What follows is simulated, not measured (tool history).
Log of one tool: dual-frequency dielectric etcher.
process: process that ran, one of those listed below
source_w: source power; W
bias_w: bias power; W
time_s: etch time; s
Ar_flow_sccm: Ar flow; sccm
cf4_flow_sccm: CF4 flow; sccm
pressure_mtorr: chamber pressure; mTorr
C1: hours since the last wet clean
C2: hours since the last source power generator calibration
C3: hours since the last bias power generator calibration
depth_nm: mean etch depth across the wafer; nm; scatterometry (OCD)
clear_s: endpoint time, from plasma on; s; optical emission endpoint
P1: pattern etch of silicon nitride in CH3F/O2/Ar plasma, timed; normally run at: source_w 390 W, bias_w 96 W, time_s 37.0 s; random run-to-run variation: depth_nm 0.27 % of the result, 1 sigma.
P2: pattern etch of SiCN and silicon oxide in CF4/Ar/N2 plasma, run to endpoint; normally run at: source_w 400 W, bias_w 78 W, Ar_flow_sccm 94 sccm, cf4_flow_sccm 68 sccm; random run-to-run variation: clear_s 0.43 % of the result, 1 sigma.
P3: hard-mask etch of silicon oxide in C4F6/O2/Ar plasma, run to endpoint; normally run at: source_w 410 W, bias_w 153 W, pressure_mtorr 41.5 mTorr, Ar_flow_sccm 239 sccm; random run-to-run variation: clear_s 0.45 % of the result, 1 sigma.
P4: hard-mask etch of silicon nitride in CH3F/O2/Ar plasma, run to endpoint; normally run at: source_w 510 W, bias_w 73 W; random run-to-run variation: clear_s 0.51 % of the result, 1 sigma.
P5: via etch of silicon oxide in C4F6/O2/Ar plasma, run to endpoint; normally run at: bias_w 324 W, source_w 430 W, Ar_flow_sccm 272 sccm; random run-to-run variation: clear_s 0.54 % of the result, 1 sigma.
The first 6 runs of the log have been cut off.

{"hour": 41.4, "done": "source power generator calibrated"}
{"run": 7, "hour": 41.7, "process": "P1", "source_w": 480, "bias_w": 96, "time_s": 25.0, "C1": 264.5, "C2": 0.4, "C3": 1556.6, "depth_nm": 21.387}
{"run": 8, "hour": 48.6, "process": "P2", "source_w": 400, "bias_w": 78, "Ar_flow_sccm": 94, "cf4_flow_sccm": 42, "C1": 271.4, "C2": 7.3, "C3": 1563.5, "clear_s": 22.935}
{"run": 9, "hour": 52.4, "process": "P3", "source_w": 510, "bias_w": 153, "Ar_flow_sccm": 239, "pressure_mtorr": 41.5, "C1": 275.2, "C2": 11.1, "C3": 1567.3, "clear_s": 77.757}
{"run": 10, "hour": 58.7, "process": "P5", "source_w": 430, "bias_w": 324, "Ar_flow_sccm": 272, "C1": 281.5, "C2": 17.4, "C3": 1573.6, "clear_s": 40.283}
{"run": 11, "hour": 66.8, "process": "P1", "source_w": 390, "bias_w": 96, "time_s": 37.0, "C1": 289.6, "C2": 25.5, "C3": 1581.7, "depth_nm": 29.289}
{"run": 12, "hour": 73.7, "process": "P5", "source_w": 430, "bias_w": 211, "Ar_flow_sccm": 272, "C1": 296.5, "C2": 32.4, "C3": 1588.6, "clear_s": 45.952}
{"run": 13, "hour": 78.8, "process": "P1", "source_w": 390, "bias_w": 96, "time_s": 37.0, "C1": 301.6, "C2": 37.5, "C3": 1593.7, "depth_nm": 29.291}
{"hour": 79.9, "done": "wet clean of the chamber"}
{"run": 14, "hour": 84.5, "process": "P1", "source_w": 390, "bias_w": 96, "time_s": 51.0, "C1": 4.6, "C2": 43.2, "C3": 1599.4, "depth_nm": 40.249}
{"run": 15, "hour": 91.6, "process": "P4", "source_w": 510, "bias_w": 103, "C1": 11.7, "C2": 50.3, "C3": 1606.5, "clear_s": 62.897}
{"run": 16, "hour": 95.5, "process": "P3", "source_w": 410, "bias_w": 153, "Ar_flow_sccm": 290, "pressure_mtorr": 41.5, "C1": 15.6, "C2": 54.2, "C3": 1610.4, "clear_s": 87.185}
{"run": 17, "hour": 100.6, "process": "P3", "source_w": 410, "bias_w": 203, "Ar_flow_sccm": 239, "pressure_mtorr": 41.5, "C1": 20.7, "C2": 59.3, "C3": 1615.5, "clear_s": 78.643}
{"run": 18, "hour": 107.4, "process": "P5", "source_w": 430, "bias_w": 324, "Ar_flow_sccm": 272, "C1": 27.5, "C2": 66.1, "C3": 1622.3, "clear_s": 40.232}
{"run": 19, "hour": 115.6, "process": "P3", "source_w": 410, "bias_w": 153, "Ar_flow_sccm": 239, "pressure_mtorr": 57.0, "C1": 35.7, "C2": 74.3, "C3": 1630.5, "clear_s": 88.439}
{"run": 20, "hour": 121.3, "process": "P1", "source_w": 390, "bias_w": 79, "time_s": 37.0, "C1": 41.4, "C2": 80.0, "C3": 1636.2, "depth_nm": 27.243}

Forecast run 21:
{"run": 21, "hour": 127.4, "process": "P1", "source_w": 390, "bias_w": 118, "time_s": 52.0, "C1": 47.5, "C2": 86.1, "C3": 1642.3, "depth_nm": "?"}

{"run 21": {"depth_nm": 44.517}}

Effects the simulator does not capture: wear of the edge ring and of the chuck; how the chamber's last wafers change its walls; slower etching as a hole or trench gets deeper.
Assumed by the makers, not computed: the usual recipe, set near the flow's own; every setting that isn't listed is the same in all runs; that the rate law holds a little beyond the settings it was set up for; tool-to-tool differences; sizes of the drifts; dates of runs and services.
